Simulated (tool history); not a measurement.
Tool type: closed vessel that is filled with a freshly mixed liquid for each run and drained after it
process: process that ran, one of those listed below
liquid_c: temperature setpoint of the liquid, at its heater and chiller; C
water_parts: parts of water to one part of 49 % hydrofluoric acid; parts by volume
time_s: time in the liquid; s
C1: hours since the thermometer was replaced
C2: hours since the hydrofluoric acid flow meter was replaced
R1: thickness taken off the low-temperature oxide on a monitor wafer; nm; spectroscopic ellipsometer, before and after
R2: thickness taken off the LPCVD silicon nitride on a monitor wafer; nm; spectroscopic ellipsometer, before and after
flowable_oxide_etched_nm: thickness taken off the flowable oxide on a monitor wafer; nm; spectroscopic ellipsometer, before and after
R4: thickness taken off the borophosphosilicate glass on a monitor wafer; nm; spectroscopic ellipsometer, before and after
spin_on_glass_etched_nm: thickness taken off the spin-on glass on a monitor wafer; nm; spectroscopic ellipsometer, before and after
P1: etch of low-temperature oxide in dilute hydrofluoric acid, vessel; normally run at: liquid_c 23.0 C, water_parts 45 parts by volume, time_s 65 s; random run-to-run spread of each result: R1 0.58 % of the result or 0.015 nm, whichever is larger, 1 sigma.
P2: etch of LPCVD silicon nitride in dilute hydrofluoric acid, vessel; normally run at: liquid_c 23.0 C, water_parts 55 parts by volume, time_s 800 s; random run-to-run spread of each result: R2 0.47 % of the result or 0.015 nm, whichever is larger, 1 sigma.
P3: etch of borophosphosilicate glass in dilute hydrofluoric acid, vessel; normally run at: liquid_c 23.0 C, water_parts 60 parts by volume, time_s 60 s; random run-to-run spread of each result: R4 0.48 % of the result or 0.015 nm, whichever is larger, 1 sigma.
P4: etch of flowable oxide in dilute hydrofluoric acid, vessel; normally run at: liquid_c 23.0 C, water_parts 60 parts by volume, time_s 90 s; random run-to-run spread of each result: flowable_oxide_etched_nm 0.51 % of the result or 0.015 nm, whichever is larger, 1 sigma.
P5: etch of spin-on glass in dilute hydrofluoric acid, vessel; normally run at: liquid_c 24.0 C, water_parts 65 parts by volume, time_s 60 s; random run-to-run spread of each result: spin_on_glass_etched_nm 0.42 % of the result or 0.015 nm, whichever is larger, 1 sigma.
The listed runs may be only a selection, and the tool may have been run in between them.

{"run": 1, "hour": 10.1, "process": "P1", "liquid_c": 23.0, "water_parts": 45, "time_s": 65, "C1": 2106.7, "C2": 567.4, "R1": 17.827}
{"run": 2, "hour": 23.1, "process": "P2", "liquid_c": 23.0, "water_parts": 55, "time_s": 800, "C1": 2119.7, "C2": 580.4, "R2": 6.1794}
{"run": 3, "hour": 30.9, "process": "P4", "liquid_c": 23.0, "water_parts": 60, "time_s": 145, "C1": 2127.5, "C2": 588.2, "flowable_oxide_etched_nm": 89.947}
{"run": 4, "hour": 43.8, "process": "P2", "liquid_c": 17.5, "water_parts": 55, "time_s": 800, "C1": 2140.4, "C2": 601.1, "R2": 4.1769}
{"run": 5, "hour": 58.3, "process": "P3", "liquid_c": 23.0, "water_parts": 20, "time_s": 60, "C1": 2154.9, "C2": 615.6, "R4": 146.91}
{"run": 6, "hour": 66.1, "process": "P1", "liquid_c": 17.0, "water_parts": 45, "time_s": 65, "C1": 2162.7, "C2": 623.4, "R1": 13.78}
{"run": 7, "hour": 75.7, "process": "P1", "liquid_c": 23.0, "water_parts": 45, "time_s": 30, "C1": 2172.3, "C2": 633.0, "R1": 8.1274}
{"run": 8, "hour": 83.7, "process": "P1", "liquid_c": 23.0, "water_parts": 45, "time_s": 65, "C1": 2180.3, "C2": 641.0, "R1": 17.714}
{"run": 9, "hour": 95.6, "process": "P4", "liquid_c": 23.0, "water_parts": 60, "time_s": 90, "C1": 2192.2, "C2": 652.9, "flowable_oxide_etched_nm": 55.732}
{"run": 10, "hour": 103.9, "process": "P4", "liquid_c": 23.0, "water_parts": 60, "time_s": 90, "C1": 2200.5, "C2": 661.2, "flowable_oxide_etched_nm": 55.553}
{"run": 11, "hour": 114.6, "process": "P5", "liquid_c": 24.0, "water_parts": 65, "time_s": 60, "C1": 2211.2, "C2": 671.9, "spin_on_glass_etched_nm": 35.779}
{"run": 12, "hour": 127.7, "process": "P3", "liquid_c": 23.0, "water_parts": 60, "time_s": 60, "C1": 2224.3, "C2": 685.0, "R4": 47.086}
{"run": 13, "hour": 136.6, "process": "P3", "liquid_c": 27.5, "water_parts": 60, "time_s": 60, "C1": 2233.2, "C2": 693.9, "R4": 55.972}
{"run": 14, "hour": 150.8, "process": "P3", "liquid_c": 23.0, "water_parts": 60, "time_s": 60, "C1": 2247.4, "C2": 708.1, "R4": 46.727}
{"run": 15, "hour": 162.5, "process": "P4", "liquid_c": 17.0, "water_parts": 60, "time_s": 90, "C1": 2259.1, "C2": 719.8, "flowable_oxide_etched_nm": 43.519}
{"run": 16, "hour": 173.7, "process": "P5", "liquid_c": 24.0, "water_parts": 90, "time_s": 60, "C1": 2270.3, "C2": 731.0, "spin_on_glass_etched_nm": 25.089}
{"run": 17, "hour": 181.4, "process": "P1", "liquid_c": 19.5, "water_parts": 45, "time_s": 120, "C1": 2278.0, "C2": 738.7, "R1": 28.481}
{"run": 18, "hour": 190.3, "process": "P5", "liquid_c": 30.0, "water_parts": 65, "time_s": 60, "C1": 2286.9, "C2": 747.6, "spin_on_glass_etched_nm": 45.912}
{"run": 19, "hour": 201.8, "process": "P1", "liquid_c": 27.0, "water_parts": 45, "time_s": 65, "C1": 2298.4, "C2": 759.1, "R1": 20.885}
{"hour": 215.4, "done": "thermometer replaced"}
{"run": 20, "hour": 217.3, "process": "P5", "liquid_c": 24.0, "water_parts": 65, "time_s": 105, "C1": 2.0, "C2": 774.6, "spin_on_glass_etched_nm": 62.254}
{"run": 21, "hour": 230.8, "process": "P2", "liquid_c": 23.0, "water_parts": 55, "time_s": 250, "C1": 15.5, "C2": 788.1, "R2": 1.9146}
{"run": 22, "hour": 240.4, "process": "P4", "liquid_c": 23.0, "water_parts": 20, "time_s": 90, "C1": 25.1, "C2": 797.7, "flowable_oxide_etched_nm": 174.79}
{"run": 23, "hour": 255.4, "process": "P2", "liquid_c": 23.0, "water_parts": 55, "time_s": 800, "C1": 40.1, "C2": 812.7, "R2": 6.1003}
{"run": 24, "hour": 264.0, "process": "P3", "liquid_c": 23.0, "water_parts": 60, "time_s": 105, "C1": 48.7, "C2": 821.3, "R4": 82.197}
{"run": 25, "hour": 277.1, "process": "P1", "liquid_c": 23.0, "water_parts": 65, "time_s": 65, "C1": 61.8, "C2": 834.4, "R1": 11.965}
{"run": 26, "hour": 287.4, "process": "P1", "liquid_c": 23.0, "water_parts": 45, "time_s": 95, "C1": 72.1, "C2": 844.7, "R1": 25.953}
{"run": 27, "hour": 298.9, "process": "P1", "liquid_c": 23.0, "water_parts": 45, "time_s": 65, "C1": 83.6, "C2": 856.2, "R1": 17.788}
{"run": 28, "hour": 309.9, "process": "P1", "liquid_c": 23.0, "water_parts": 45, "time_s": 65, "C1": 94.6, "C2": 867.2, "R1": 17.756}
{"run": 29, "hour": 321.6, "process": "P1", "liquid_c": 23.0, "water_parts": 25, "time_s": 65, "C1": 106.3, "C2": 878.9, "R1": 32.689}
{"run": 30, "hour": 336.4, "process": "P2", "liquid_c": 23.0, "water_parts": 25, "time_s": 800, "C1": 121.1, "C2": 893.7, "R2": 13.167}

Run 31, settings as shown, results not yet in. Your forecast:
{"run": 31, "hour": 344.9, "process": "P1", "liquid_c": 23.0, "water_parts": 45, "time_s": 65, "C1": 129.6, "C2": 902.2, "R1": "?"}

R1: 17.8760 nm

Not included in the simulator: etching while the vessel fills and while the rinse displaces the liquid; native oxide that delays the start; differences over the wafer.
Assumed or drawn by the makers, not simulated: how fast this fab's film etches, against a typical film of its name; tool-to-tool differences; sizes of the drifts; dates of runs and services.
